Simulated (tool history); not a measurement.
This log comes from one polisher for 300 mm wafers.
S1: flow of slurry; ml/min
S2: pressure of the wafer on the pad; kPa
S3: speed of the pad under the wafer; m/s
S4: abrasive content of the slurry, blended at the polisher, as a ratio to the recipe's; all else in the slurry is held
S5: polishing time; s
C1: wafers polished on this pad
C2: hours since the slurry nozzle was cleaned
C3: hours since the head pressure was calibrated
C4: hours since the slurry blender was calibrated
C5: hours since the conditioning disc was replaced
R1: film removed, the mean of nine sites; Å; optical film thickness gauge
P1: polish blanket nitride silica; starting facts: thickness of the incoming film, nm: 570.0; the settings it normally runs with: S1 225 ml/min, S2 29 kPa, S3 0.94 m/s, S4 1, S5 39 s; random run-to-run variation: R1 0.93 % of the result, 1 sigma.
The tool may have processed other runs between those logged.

{"run": 1, "hour": 3.2, "S1": 225, "S2": 29, "S3": 0.94, "S4": 1, "S5": 39, "C1": 935, "C2": 94.2, "C3": 1091, "C4": 297.7, "C5": 92, "R1": 239.72}
{"run": 2, "hour": 7.6, "S1": 225, "S2": 41.4, "S3": 0.94, "S4": 1, "S5": 39, "C1": 990, "C2": 98.6, "C3": 1095.4, "C4": 302.1, "C5": 96.4, "R1": 340.79}
{"run": 3, "hour": 10.1, "S1": 225, "S2": 29, "S3": 0.94, "S4": 1.35, "S5": 39, "C1": 1021, "C2": 101.1, "C3": 1097.9, "C4": 304.6, "C5": 98.9, "R1": 266.98}
{"run": 4, "hour": 12.5, "S1": 225, "S2": 29, "S3": 0.94, "S4": 1, "S5": 60, "C1": 1051, "C2": 103.5, "C3": 1100.3, "C4": 307, "C5": 101.3, "R1": 365.62}
{"run": 5, "hour": 17.0, "S1": 225, "S2": 29, "S3": 0.94, "S4": 0.5, "S5": 39, "C1": 1107, "C2": 108, "C3": 1104.8, "C4": 311.5, "C5": 105.8, "R1": 161.54}
{"run": 6, "hour": 20.4, "S1": 225, "S2": 29, "S3": 0.94, "S4": 1, "S5": 18, "C1": 1150, "C2": 111.4, "C3": 1108.2, "C4": 314.9, "C5": 109.2, "R1": 109.34}
{"hour": 22.6, "done": "slurry nozzle cleaned"}
{"run": 7, "hour": 25.0, "S1": 225, "S2": 29, "S3": 0.42, "S4": 1, "S5": 39, "C1": 1207, "C2": 2.5, "C3": 1112.8, "C4": 319.5, "C5": 113.8, "R1": 124.18}
{"run": 8, "hour": 28.7, "S1": 225, "S2": 29, "S3": 1.36, "S4": 1, "S5": 39, "C1": 1253, "C2": 6.2, "C3": 1116.5, "C4": 323.2, "C5": 117.5, "R1": 315.55}
{"run": 9, "hour": 32.5, "S1": 225, "S2": 18.6, "S3": 0.94, "S4": 1, "S5": 39, "C1": 1301, "C2": 10, "C3": 1120.3, "C4": 327, "C5": 121.3, "R1": 151.89}
{"run": 10, "hour": 36.6, "S1": 225, "S2": 29, "S3": 0.94, "S4": 1, "S5": 39, "C1": 1352, "C2": 14.1, "C3": 1124.4, "C4": 331.1, "C5": 125.4, "R1": 236.37}
{"run": 11, "hour": 40.5, "S1": 135, "S2": 29, "S3": 0.94, "S4": 1, "S5": 39, "C1": 1401, "C2": 18, "C3": 1128.3, "C4": 335, "C5": 129.3, "R1": 218.96}
{"run": 12, "hour": 44.8, "S1": 325, "S2": 20, "S3": 0.94, "S4": 1, "S5": 39, "C1": 1454, "C2": 22.3, "C3": 1132.6, "C4": 339.3, "C5": 133.6, "R1": 168.76}
{"run": 13, "hour": 49.0, "S1": 225, "S2": 29, "S3": 0.94, "S4": 1.25, "S5": 24, "C1": 1507, "C2": 26.5, "C3": 1136.8, "C4": 343.5, "C5": 137.8, "R1": 161.21}
{"run": 14, "hour": 53.6, "S1": 225, "S2": 29, "S3": 0.94, "S4": 1, "S5": 39, "C1": 1564, "C2": 31.1, "C3": 1141.4, "C4": 348.1, "C5": 142.4, "R1": 236.74}
{"run": 15, "hour": 56.1, "S1": 310, "S2": 29, "S3": 0.94, "S4": 1, "S5": 39, "C1": 1595, "C2": 33.6, "C3": 1143.9, "C4": 350.6, "C5": 144.9, "R1": 247.48}
{"run": 16, "hour": 59.7, "S1": 225, "S2": 29, "S3": 0.94, "S4": 1, "S5": 39, "C1": 1640, "C2": 37.2, "C3": 1147.5, "C4": 354.2, "C5": 148.5, "R1": 236.83}
{"run": 17, "hour": 63.1, "S1": 225, "S2": 29, "S3": 0.94, "S4": 1, "S5": 39, "C1": 1683, "C2": 40.6, "C3": 1150.9, "C4": 357.6, "C5": 151.9, "R1": 238.85}
{"run": 18, "hour": 67.7, "S1": 225, "S2": 29, "S3": 0.94, "S4": 1, "S5": 39, "C1": 1740, "C2": 45.2, "C3": 1155.5, "C4": 362.2, "C5": 156.5, "R1": 229.17}
{"run": 19, "hour": 70.6, "S1": 225, "S2": 29, "S3": 0.94, "S4": 1, "S5": 39, "C1": 1776, "C2": 48.1, "C3": 1158.4, "C4": 365.1, "C5": 159.4, "R1": 225.02}
{"run": 20, "hour": 73.8, "S1": 225, "S2": 29, "S3": 0.94, "S4": 1, "S5": 39, "C1": 1816, "C2": 51.3, "C3": 1161.6, "C4": 368.3, "C5": 162.6, "R1": 223.85}
{"run": 21, "hour": 76.8, "S1": 225, "S2": 29, "S3": 0.94, "S4": 1, "S5": 39, "C1": 1854, "C2": 54.3, "C3": 1164.6, "C4": 371.3, "C5": 165.6, "R1": 222.13}
{"run": 22, "hour": 80.2, "S1": 225, "S2": 29, "S3": 0.94, "S4": 1, "S5": 39, "C1": 1896, "C2": 57.7, "C3": 1168, "C4": 374.7, "C5": 169, "R1": 216.61}
{"hour": 80.5, "done": "head pressure recalibrated"}
{"run": 23, "hour": 82.9, "S1": 225, "S2": 29, "S3": 0.94, "S4": 1, "S5": 39, "C1": 1930, "C2": 60.4, "C3": 2.4, "C4": 377.4, "C5": 171.7, "R1": 218.19}
{"hour": 85.8, "done": "slurry nozzle cleaned"}
{"run": 24, "hour": 86.1, "S1": 225, "S2": 29, "S3": 0.94, "S4": 1, "S5": 39, "C1": 1970, "C2": 0.3, "C3": 5.6, "C4": 380.6, "C5": 174.9, "R1": 213.22}
{"hour": 87.6, "done": "conditioning disc replaced and pad reconditioned"}
{"run": 25, "hour": 88.5, "S1": 225, "S2": 29, "S3": 0.94, "S4": 1, "S5": 39, "C1": 2000, "C2": 2.7, "C3": 8, "C4": 383, "C5": 0.9, "R1": 213.67}
{"run": 26, "hour": 91.6, "S1": 225, "S2": 29, "S3": 0.94, "S4": 1, "S5": 39, "C1": 2038, "C2": 5.8, "C3": 11.1, "C4": 386.1, "C5": 4, "R1": 212.67}
{"run": 27, "hour": 94.9, "S1": 225, "S2": 29, "S3": 0.94, "S4": 1, "S5": 39, "C1": 2080, "C2": 9.1, "C3": 14.4, "C4": 389.4, "C5": 7.3, "R1": 215.41}
{"run": 28, "hour": 97.5, "S1": 225, "S2": 29, "S3": 0.94, "S4": 1, "S5": 39, "C1": 2112, "C2": 11.7, "C3": 17, "C4": 392, "C5": 9.9, "R1": 218.71}

P1 has crept away from where it was. The log is fitted equally well by each of these 2 causes, at the sizes shown:
A: abrasive missing from the slurry, % = 18.7
B: removal rate lost through wear of the pad, % = 9.47
The onset of the drift is placed at about hour 63.1.
All other causes, with the reason each is excluded:
slurry flow missing at the pad, %: serviced at hour 85.8, after the change had begun; the process did not return to its earlier output
head's pressure below its setpoint, %: serviced at hour 80.5, after the change had begun; the process did not return to its earlier output
time polished since the conditioner stopped cutting, s: serviced at hour 87.6, after the change had begun; the process did not return to its earlier output

The 4 check runs listed below each average the results of 5 wafers, and their outcomes are marked with question marks. Under which run would the listed causes produce clearly different results?
{"run": "check 1", "hour": 100.1, "S1": 175, "S2": 29, "S3": 0.94, "S4": 0.55, "S5": 39, "R1": "?"}
{"run": "check 2", "hour": 100.1, "S1": 225, "S2": 29, "S3": 0.5, "S4": 1, "S5": 18, "R1": "?"}
{"run": "check 3", "hour": 100.1, "S1": 290, "S2": 29, "S3": 0.94, "S4": 1, "S5": 39, "R1": "?"}
{"run": "check 4", "hour": 100.1, "S1": 225, "S2": 29, "S3": 0.54, "S4": 1, "S5": 39, "R1": "?"}

What every check run would give for each of its results, assuming each possible cause in turn:
check=check_1 result=R1 if_A=146.38 if_B=150.88
check=check_2 result=R1 if_A=59.65 if_B=59.647
check=check_3 result=R1 if_A=220.01 if_B=220
check=check_4 result=R1 if_A=137.45 if_B=137.44
Gap, in per cent, between the two causes that each check separates least, read from the result that separates them most: check 1 3.03 %; check 2 0 %; check 3 0 %; check 4 0 %
The causes can be told apart only by check 1. The other checks would give nearly the same results under each of them.

The results of check 1 are: R1 151.58 Å. Based on these, which of the listed causes is it?

B is the cause: removal rate lost through wear of the pad, %.
